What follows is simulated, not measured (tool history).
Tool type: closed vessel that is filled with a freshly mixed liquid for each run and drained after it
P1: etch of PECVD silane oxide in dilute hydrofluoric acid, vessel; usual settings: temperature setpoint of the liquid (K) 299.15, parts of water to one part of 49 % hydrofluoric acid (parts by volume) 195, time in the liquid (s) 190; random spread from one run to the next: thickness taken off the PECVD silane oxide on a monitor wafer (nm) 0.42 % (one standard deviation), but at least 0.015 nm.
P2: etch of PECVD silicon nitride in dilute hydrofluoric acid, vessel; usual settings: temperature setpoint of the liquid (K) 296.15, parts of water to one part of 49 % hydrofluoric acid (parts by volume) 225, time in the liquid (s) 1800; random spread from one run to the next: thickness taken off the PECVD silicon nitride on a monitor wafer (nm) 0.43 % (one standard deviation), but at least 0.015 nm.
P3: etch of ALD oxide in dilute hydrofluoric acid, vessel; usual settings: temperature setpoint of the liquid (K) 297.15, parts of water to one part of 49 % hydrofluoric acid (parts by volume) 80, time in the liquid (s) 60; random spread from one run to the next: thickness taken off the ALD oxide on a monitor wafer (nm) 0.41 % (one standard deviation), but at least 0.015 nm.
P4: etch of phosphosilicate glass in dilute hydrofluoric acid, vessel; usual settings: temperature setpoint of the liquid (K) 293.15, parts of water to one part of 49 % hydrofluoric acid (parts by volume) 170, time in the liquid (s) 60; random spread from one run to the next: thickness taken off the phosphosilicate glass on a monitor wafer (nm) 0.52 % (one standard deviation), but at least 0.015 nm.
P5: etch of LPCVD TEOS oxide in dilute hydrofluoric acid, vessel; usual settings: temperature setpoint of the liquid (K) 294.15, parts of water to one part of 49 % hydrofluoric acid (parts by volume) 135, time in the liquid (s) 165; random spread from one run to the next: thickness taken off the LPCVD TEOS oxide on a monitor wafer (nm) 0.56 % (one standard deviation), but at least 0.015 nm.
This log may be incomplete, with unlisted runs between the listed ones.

| run | hour | process that ran | temperature setpoint of the liquid (K) | parts of water to one part of 49 % hydrofluoric acid (parts by volume) | time in the liquid (s) | hours since the thermometer was replaced | hours since the hydrofluoric acid flow meter was replaced | thickness taken off the PECVD silane oxide on a monitor wafer (nm) | thickness taken off the PECVD silicon nitride on a monitor wafer (nm) | thickness taken off the phosphosilicate glass on a monitor wafer (nm) | thickness taken off the ALD oxide on a monitor wafer (nm) | thickness taken off the LPCVD TEOS oxide on a monitor wafer (nm) |
|---|---|---|---|---|---|---|---|---|---|---|---|---|
| 1 | 15.5 | P1 | 299.15 | 195 | 190 | 788.2 | 728.9 | 31.8610 |  |  |  |  |
| 2 | 23.4 | P2 | 296.15 | 225 | 1800 | 796.1 | 736.8 |  | 24.34300 |  |  |  |
| 3 | 33.1 | P1 | 299.15 | 40 | 190 | 805.8 | 746.5 | 188.5700 |  |  |  |  |
| 4 | 43.5 | P1 | 299.15 | 195 | 335 | 816.2 | 756.9 | 56.5290 |  |  |  |  |
| 5 | 58.6 | P4 | 293.15 | 170 | 60 | 831.3 | 772.0 |  |  | 28.100 |  |  |
| 6 | 75.9 | P1 | 299.15 | 195 | 190 | 848.6 | 789.3 | 31.7710 |  |  |  |  |
| 7 | 86.1 | P3 | 291.65 | 80 | 60 | 858.8 | 799.5 |  |  |  | 10.1120 |  |
| 8 | 102.5 | P1 | 299.15 | 195 | 190 | 875.2 | 815.9 | 32.0690 |  |  |  |  |
| 9 | 115.1 | P3 | 297.15 | 120 | 60 | 887.8 | 828.5 |  |  |  | 8.0854 |  |
| 10 | 123.9 | P3 | 297.15 | 80 | 120 | 896.6 | 837.3 |  |  |  | 25.3680 |  |
| 11 | 137.5 | P5 | 294.15 | 135 | 35 | 910.2 | 850.9 |  |  |  |  | 12.218 |
| 12 | 152.5 | P2 | 296.15 | 225 | 1800 | 925.2 | 865.9 |  | 24.29300 |  |  |  |
| 13 | 163.3 | P1 | 306.15 | 195 | 190 | 936.0 | 876.7 | 40.7570 |  |  |  |  |
| 14 | 179.0 | P1 | 299.15 | 195 | 190 | 951.7 | 892.4 | 31.9980 |  |  |  |  |
| 15 | 187.7 | P4 | 293.15 | 40 | 60 | 960.4 | 901.1 |  |  | 138.640 |  |  |
| 16 | 200.6 | P1 | 295.15 | 195 | 190 | 973.3 | 914.0 | 27.5730 |  |  |  |  |
| 17 | 216.2 | P1 | 307.15 | 195 | 115 | 988.9 | 929.6 | 25.4660 |  |  |  |  |
| 18 | 227.3 | P4 | 290.15 | 170 | 60 | 1000.0 | 940.7 |  |  | 24.664 |  |  |
| 19 | 235.9 | P4 | 293.15 | 170 | 30 | 1008.6 | 949.3 |  |  | 14.021 |  |  |
| 20 | 245.2 | P1 | 299.15 | 290 | 190 | 1017.9 | 958.6 | 19.3950 |  |  |  |  |
| 21 | 261.4 | P5 | 294.15 | 135 | 165 | 1034.1 | 974.8 |  |  |  |  | 58.301 |
| 22 | 273.0 | P5 | 290.15 | 135 | 165 | 1045.7 | 986.4 |  |  |  |  | 49.354 |
| 23 | 283.6 | P3 | 297.15 | 80 | 60 | 1056.3 | 997.0 |  |  |  | 12.7700 |  |
| 24 | 291.3 | P1 | 299.15 | 195 | 190 | 1064.0 | 1004.7 | 31.7240 |  |  |  |  |
| 25 | 301.0 | P3 | 297.15 | 80 | 60 | 1073.7 | 1014.4 |  |  |  | 12.7240 |  |
| 26 | 315.0 | P5 | 294.15 | 85 | 165 | 1087.7 | 1028.4 |  |  |  |  | 97.780 |
| 27 | 326.3 | P4 | 293.15 | 170 | 60 | 1099.0 | 1039.7 |  |  | 28.084 |  |  |
| 28 | 342.9 | P5 | 294.15 | 135 | 165 | 1115.6 | 1056.3 |  |  |  |  | 57.879 |
| 29 | 359.5 | P2 | 296.15 | 225 | 30 | 1132.2 | 1072.9 |  | 0.41671 |  |  |  |
| 30 | 373.8 | P2 | 301.65 | 225 | 1800 | 1146.5 | 1087.2 |  | 34.00500 |  |  |  |
| 31 | 387.0 | P1 | 304.65 | 195 | 35 | 1159.7 | 1100.4 | 7.1200 |  |  |  |  |
| 32 | 396.7 | P2 | 296.15 | 90 | 1800 | 1169.4 | 1110.1 |  | 60.01200 |  |  |  |
| 33 | 411.9 | P1 | 299.15 | 195 | 190 | 1184.6 | 1125.3 | 31.8700 |  |  |  |  |
| 34 | 425.2 | P1 | 299.15 | 195 | 30 | 1197.9 | 1138.6 | 5.0015 |  |  |  |  |
| 35 | 433.1 | P1 | 299.15 | 195 | 190 | 1205.8 | 1146.5 | 31.9290 |  |  |  |  |
| 36 | 444.4 | P1 | 299.15 | 195 | 190 | 1217.1 | 1157.8 | 30.9150 |  |  |  |  |
| 37 | 453.3 | P1 | 299.15 | 195 | 190 | 1226.0 | 1166.7 | 30.4410 |  |  |  |  |
| 38 | 466.5 | P1 | 299.15 | 195 | 190 | 1239.2 | 1179.9 | 30.2650 |  |  |  |  |
| 39 | 481.0 | P1 | 299.15 | 195 | 190 | 1253.7 | 1194.4 | 30.0110 |  |  |  |  |
| 40 | 489.6 | P1 | 299.15 | 195 | 190 | 1262.3 | 1203.0 | 29.9910 |  |  |  |  |
| 41 | 502.9 | P1 | 299.15 | 195 | 190 | 1275.6 | 1216.3 | 29.7070 |  |  |  |  |
| 42 | 511.8 | P1 | 299.15 | 195 | 190 | 1284.5 | 1225.2 | 29.9700 |  |  |  |  |

The log shows P1 creeping away from where it was. Any of the 2 causes listed here, at the size stated for it, fits the log just as well as the others:
A: liquid colder than its thermometer reads (K) = 1.72
B: hydrofluoric acid flow below the setpoint (%) = 5
The gradual shift began around hour 433.1.

Below are 4 check runs, each on a single wafer, with their results shown as question marks. Which of them would tell the listed causes apart, meaning the causes would give clearly different results under it?
| check 1 | 520.7 | P5 | 290.15 | 135 | 165 |  |  |  |  |  |  | ? |
| check 2 | 520.7 | P2 | 296.15 | 225 | 1000 |  |  |  | ? |  |  |  |
| check 3 | 520.7 | P4 | 290.15 | 170 | 60 |  |  |  |  | ? |  |  |
| check 4 | 520.7 | P3 | 297.15 | 115 | 60 |  |  |  |  |  | ? |  |

Check results expected under each cause:
| check | result | if A | if B |
|---|---|---|---|
| check 1 | thickness taken off the LPCVD TEOS oxide on a monitor wafer (nm) | 45.714 | 46.329 |
| check 2 | thickness taken off the PECVD silicon nitride on a monitor wafer (nm) | 12.10700 | 12.84500 |
| check 3 | thickness taken off the phosphosilicate glass on a monitor wafer (nm) | 23.263 | 23.512 |
| check 4 | thickness taken off the ALD oxide on a monitor wafer (nm) | 7.9143 | 7.9894 |
Gap, in per cent, between the two causes that each check separates least, read from the result that separates them most: check 1 1.34 %; check 2 5.92 %; check 3 1.06 %; check 4 0.94 %
Only check 2 tells the causes apart: in the others they would give nearly the same result.

Check 2 has now been run. It gave: thickness taken off the PECVD silicon nitride on a monitor wafer (nm) 12.15900. Which of the candidate causes is it?

It is A: liquid colder than its thermometer reads (K).
